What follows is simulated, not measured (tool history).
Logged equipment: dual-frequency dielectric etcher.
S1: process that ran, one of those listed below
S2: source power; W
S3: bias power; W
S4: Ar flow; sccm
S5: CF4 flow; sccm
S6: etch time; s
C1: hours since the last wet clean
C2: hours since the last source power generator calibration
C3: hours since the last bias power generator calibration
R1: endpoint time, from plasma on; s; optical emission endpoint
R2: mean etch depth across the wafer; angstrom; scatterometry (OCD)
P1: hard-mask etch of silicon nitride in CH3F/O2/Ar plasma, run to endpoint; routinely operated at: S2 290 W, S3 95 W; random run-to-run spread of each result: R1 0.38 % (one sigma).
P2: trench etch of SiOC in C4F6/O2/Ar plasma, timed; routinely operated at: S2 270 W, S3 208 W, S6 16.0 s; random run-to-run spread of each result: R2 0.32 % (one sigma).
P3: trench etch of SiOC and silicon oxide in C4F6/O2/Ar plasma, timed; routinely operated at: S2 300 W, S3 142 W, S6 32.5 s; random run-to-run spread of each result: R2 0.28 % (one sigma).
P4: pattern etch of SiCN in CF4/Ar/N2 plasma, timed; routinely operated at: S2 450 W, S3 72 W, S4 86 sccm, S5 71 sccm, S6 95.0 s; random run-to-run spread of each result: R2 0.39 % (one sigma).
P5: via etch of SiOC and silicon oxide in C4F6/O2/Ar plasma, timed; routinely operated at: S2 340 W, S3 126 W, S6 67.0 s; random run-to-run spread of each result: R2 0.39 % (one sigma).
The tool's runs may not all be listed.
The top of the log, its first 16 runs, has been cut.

{"run": 17, "hour": 124.2, "S1": "P4", "S2": 450, "S3": 72, "S4": 86, "S5": 71, "S6": 63.5, "C1": 212.5, "C2": 15.9, "C3": 1523.1, "R2": 550.59}
{"run": 18, "hour": 132.7, "S1": "P2", "S2": 170, "S3": 208, "S6": 16.0, "C1": 221.0, "C2": 24.4, "C3": 1531.6, "R2": 249.35}
{"run": 19, "hour": 139.7, "S1": "P1", "S2": 290, "S3": 95, "C1": 228.0, "C2": 31.4, "C3": 1538.6, "R1": 56.585}
{"run": 20, "hour": 147.8, "S1": "P5", "S2": 410, "S3": 126, "S6": 67.0, "C1": 236.1, "C2": 39.5, "C3": 1546.7, "R2": 693.33}
{"run": 21, "hour": 157.2, "S1": "P2", "S2": 270, "S3": 149, "S6": 16.0, "C1": 245.5, "C2": 48.9, "C3": 1556.1, "R2": 265.67}
{"run": 22, "hour": 163.9, "S1": "P1", "S2": 210, "S3": 60, "C1": 252.2, "C2": 55.6, "C3": 1562.8, "R1": 75.747}
{"run": 23, "hour": 174.0, "S1": "P4", "S2": 450, "S3": 43, "S4": 86, "S5": 71, "S6": 95.0, "C1": 262.3, "C2": 65.7, "C3": 1572.9, "R2": 697.8}
{"run": 24, "hour": 178.9, "S1": "P2", "S2": 270, "S3": 208, "S6": 11.5, "C1": 267.2, "C2": 70.6, "C3": 1577.8, "R2": 212.84}
{"run": 25, "hour": 188.1, "S1": "P1", "S2": 290, "S3": 95, "C1": 276.4, "C2": 79.8, "C3": 1587.0, "R1": 56.565}
{"run": 26, "hour": 196.0, "S1": "P3", "S2": 300, "S3": 142, "S6": 32.5, "C1": 284.3, "C2": 87.7, "C3": 1594.9, "R2": 528.42}
{"run": 27, "hour": 204.4, "S1": "P5", "S2": 340, "S3": 126, "S6": 42.5, "C1": 292.7, "C2": 96.1, "C3": 1603.3, "R2": 410.92}
{"run": 28, "hour": 212.0, "S1": "P1", "S2": 230, "S3": 95, "C1": 300.3, "C2": 103.7, "C3": 1610.9, "R1": 61.405}
{"run": 29, "hour": 219.6, "S1": "P2", "S2": 270, "S3": 208, "S6": 16.0, "C1": 307.9, "C2": 111.3, "C3": 1618.5, "R2": 295.66}
{"run": 30, "hour": 226.1, "S1": "P4", "S2": 280, "S3": 72, "S4": 86, "S5": 71, "S6": 95.0, "C1": 314.4, "C2": 117.8, "C3": 1625.0, "R2": 540.64}
{"run": 31, "hour": 231.7, "S1": "P1", "S2": 290, "S3": 95, "C1": 320.0, "C2": 123.4, "C3": 1630.6, "R1": 56.94}
{"run": 32, "hour": 241.7, "S1": "P1", "S2": 290, "S3": 95, "C1": 330.0, "C2": 133.4, "C3": 1640.6, "R1": 57.086}
{"run": 33, "hour": 248.0, "S1": "P1", "S2": 290, "S3": 95, "C1": 336.3, "C2": 139.7, "C3": 1646.9, "R1": 57.504}

Run 34 is up next; what results do you expect?
{"run": 34, "hour": 255.5, "S1": "P1", "S2": 290, "S3": 95, "C1": 343.8, "C2": 147.2, "C3": 1654.4, "R1": "?"}

{"run 34": {"R1": 57.512}}
